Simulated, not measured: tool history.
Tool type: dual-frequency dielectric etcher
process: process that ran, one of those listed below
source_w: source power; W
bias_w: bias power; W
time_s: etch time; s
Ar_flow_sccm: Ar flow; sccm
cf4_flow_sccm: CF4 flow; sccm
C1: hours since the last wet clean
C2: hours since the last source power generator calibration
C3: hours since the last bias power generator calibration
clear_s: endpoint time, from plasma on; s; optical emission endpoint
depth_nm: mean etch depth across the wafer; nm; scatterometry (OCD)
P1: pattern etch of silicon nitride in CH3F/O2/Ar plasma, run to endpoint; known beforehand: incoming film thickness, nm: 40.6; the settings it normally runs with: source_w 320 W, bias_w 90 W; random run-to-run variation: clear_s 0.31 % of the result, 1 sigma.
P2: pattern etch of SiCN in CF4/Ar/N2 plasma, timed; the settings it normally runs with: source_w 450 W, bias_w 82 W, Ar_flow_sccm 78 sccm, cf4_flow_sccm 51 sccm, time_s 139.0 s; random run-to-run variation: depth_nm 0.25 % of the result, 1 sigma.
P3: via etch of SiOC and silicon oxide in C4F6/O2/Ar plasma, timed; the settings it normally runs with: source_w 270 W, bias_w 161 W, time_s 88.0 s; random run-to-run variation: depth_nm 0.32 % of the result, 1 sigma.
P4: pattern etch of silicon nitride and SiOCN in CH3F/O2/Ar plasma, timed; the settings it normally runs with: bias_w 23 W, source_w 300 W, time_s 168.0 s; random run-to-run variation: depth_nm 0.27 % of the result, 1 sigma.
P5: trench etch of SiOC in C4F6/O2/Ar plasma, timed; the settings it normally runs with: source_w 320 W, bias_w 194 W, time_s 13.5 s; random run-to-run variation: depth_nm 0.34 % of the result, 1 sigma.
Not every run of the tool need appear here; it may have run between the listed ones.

{"run": 1, "hour": 8.2, "process": "P1", "source_w": 320, "bias_w": 90, "C1": 292.3, "C2": 586.9, "C3": 1408.3, "clear_s": 60.043}
{"run": 2, "hour": 13.6, "process": "P5", "source_w": 320, "bias_w": 194, "time_s": 13.5, "C1": 297.7, "C2": 592.3, "C3": 1413.7, "depth_nm": 26.564}
{"run": 3, "hour": 23.4, "process": "P1", "source_w": 400, "bias_w": 71, "C1": 307.5, "C2": 602.1, "C3": 1423.5, "clear_s": 60.367}
{"run": 4, "hour": 31.8, "process": "P4", "source_w": 390, "bias_w": 23, "time_s": 168.0, "C1": 315.9, "C2": 610.5, "C3": 1431.9, "depth_nm": 23.026}
{"run": 5, "hour": 38.0, "process": "P4", "source_w": 300, "bias_w": 23, "time_s": 168.0, "C1": 322.1, "C2": 616.7, "C3": 1438.1, "depth_nm": 20.962}
{"run": 6, "hour": 43.1, "process": "P3", "source_w": 180, "bias_w": 161, "time_s": 88.0, "C1": 327.2, "C2": 621.8, "C3": 1443.2, "depth_nm": 69.786}
{"run": 7, "hour": 50.1, "process": "P1", "source_w": 320, "bias_w": 90, "C1": 334.2, "C2": 628.8, "C3": 1450.2, "clear_s": 59.932}
{"run": 8, "hour": 60.5, "process": "P1", "source_w": 320, "bias_w": 61, "C1": 344.6, "C2": 639.2, "C3": 1460.6, "clear_s": 68.832}
{"run": 9, "hour": 68.5, "process": "P5", "source_w": 320, "bias_w": 194, "time_s": 17.0, "C1": 352.6, "C2": 647.2, "C3": 1468.6, "depth_nm": 33.65}
{"run": 10, "hour": 75.9, "process": "P3", "source_w": 270, "bias_w": 161, "time_s": 88.0, "C1": 360.0, "C2": 654.6, "C3": 1476.0, "depth_nm": 81.152}
{"run": 11, "hour": 85.2, "process": "P2", "source_w": 450, "bias_w": 82, "time_s": 139.0, "Ar_flow_sccm": 78, "cf4_flow_sccm": 51, "C1": 369.3, "C2": 663.9, "C3": 1485.3, "depth_nm": 129.48}
{"run": 12, "hour": 91.6, "process": "P2", "source_w": 450, "bias_w": 82, "time_s": 139.0, "Ar_flow_sccm": 98, "cf4_flow_sccm": 51, "C1": 375.7, "C2": 670.3, "C3": 1491.7, "depth_nm": 125.3}
{"run": 13, "hour": 101.5, "process": "P3", "source_w": 270, "bias_w": 161, "time_s": 131.0, "C1": 385.6, "C2": 680.2, "C3": 1501.6, "depth_nm": 120.77}
{"run": 14, "hour": 111.6, "process": "P2", "source_w": 450, "bias_w": 64, "time_s": 139.0, "Ar_flow_sccm": 78, "cf4_flow_sccm": 51, "C1": 395.7, "C2": 690.3, "C3": 1511.7, "depth_nm": 118.89}
{"run": 15, "hour": 116.4, "process": "P2", "source_w": 340, "bias_w": 82, "time_s": 139.0, "Ar_flow_sccm": 78, "cf4_flow_sccm": 51, "C1": 400.5, "C2": 695.1, "C3": 1516.5, "depth_nm": 101.57}
{"run": 16, "hour": 123.2, "process": "P3", "source_w": 270, "bias_w": 114, "time_s": 88.0, "C1": 407.3, "C2": 701.9, "C3": 1523.3, "depth_nm": 73.265}
{"run": 17, "hour": 128.5, "process": "P1", "source_w": 320, "bias_w": 90, "C1": 412.6, "C2": 707.2, "C3": 1528.6, "clear_s": 60.315}
{"run": 18, "hour": 135.4, "process": "P4", "source_w": 300, "bias_w": 31, "time_s": 168.0, "C1": 419.5, "C2": 714.1, "C3": 1535.5, "depth_nm": 24.114}
{"run": 19, "hour": 141.4, "process": "P1", "source_w": 390, "bias_w": 72, "C1": 425.5, "C2": 720.1, "C3": 1541.5, "clear_s": 60.181}
{"run": 20, "hour": 146.3, "process": "P1", "source_w": 320, "bias_w": 90, "C1": 430.4, "C2": 725.0, "C3": 1546.4, "clear_s": 60.504}
{"run": 21, "hour": 155.7, "process": "P4", "source_w": 300, "bias_w": 23, "time_s": 111.5, "C1": 439.8, "C2": 734.4, "C3": 1555.8, "depth_nm": 13.95}
{"run": 22, "hour": 165.1, "process": "P3", "source_w": 270, "bias_w": 161, "time_s": 88.0, "C1": 449.2, "C2": 743.8, "C3": 1565.2, "depth_nm": 81.475}
{"run": 23, "hour": 170.2, "process": "P2", "source_w": 450, "bias_w": 82, "time_s": 139.0, "Ar_flow_sccm": 78, "cf4_flow_sccm": 37, "C1": 454.3, "C2": 748.9, "C3": 1570.3, "depth_nm": 123.8}
{"run": 24, "hour": 175.2, "process": "P5", "source_w": 380, "bias_w": 194, "time_s": 13.5, "C1": 459.3, "C2": 753.9, "C3": 1575.3, "depth_nm": 28.216}
{"run": 25, "hour": 181.0, "process": "P2", "source_w": 450, "bias_w": 82, "time_s": 178.0, "Ar_flow_sccm": 78, "cf4_flow_sccm": 51, "C1": 465.1, "C2": 759.7, "C3": 1581.1, "depth_nm": 165.32}
{"run": 26, "hour": 191.3, "process": "P1", "source_w": 320, "bias_w": 90, "C1": 475.4, "C2": 770.0, "C3": 1591.4, "clear_s": 60.016}
{"run": 27, "hour": 201.5, "process": "P5", "source_w": 320, "bias_w": 267, "time_s": 13.5, "C1": 485.6, "C2": 780.2, "C3": 1601.6, "depth_nm": 29.769}
{"run": 28, "hour": 211.5, "process": "P1", "source_w": 320, "bias_w": 112, "C1": 495.6, "C2": 790.2, "C3": 1611.6, "clear_s": 55.636}
{"run": 29, "hour": 216.6, "process": "P1", "source_w": 220, "bias_w": 90, "C1": 500.7, "C2": 795.3, "C3": 1616.7, "clear_s": 69.133}
{"run": 30, "hour": 222.3, "process": "P5", "source_w": 320, "bias_w": 194, "time_s": 13.5, "C1": 506.4, "C2": 801.0, "C3": 1622.4, "depth_nm": 26.624}
{"run": 31, "hour": 227.0, "process": "P1", "source_w": 420, "bias_w": 90, "C1": 511.1, "C2": 805.7, "C3": 1627.1, "clear_s": 54.409}
{"run": 32, "hour": 233.4, "process": "P1", "source_w": 320, "bias_w": 90, "C1": 517.5, "C2": 812.1, "C3": 1633.5, "clear_s": 60.529}
{"run": 33, "hour": 239.4, "process": "P1", "source_w": 320, "bias_w": 90, "C1": 523.5, "C2": 818.1, "C3": 1639.5, "clear_s": 60.29}
{"run": 34, "hour": 247.2, "process": "P1", "source_w": 320, "bias_w": 90, "C1": 531.3, "C2": 825.9, "C3": 1647.3, "clear_s": 60.881}
{"run": 35, "hour": 252.3, "process": "P1", "source_w": 320, "bias_w": 90, "C1": 536.4, "C2": 831.0, "C3": 1652.4, "clear_s": 61.1}

Run 36 has not been measured yet. What should we expect?
{"run": 36, "hour": 258.0, "process": "P1", "source_w": 320, "bias_w": 90, "C1": 542.1, "C2": 836.7, "C3": 1658.1, "clear_s": "?"}

{"run 36": {"clear_s": 61.21}}
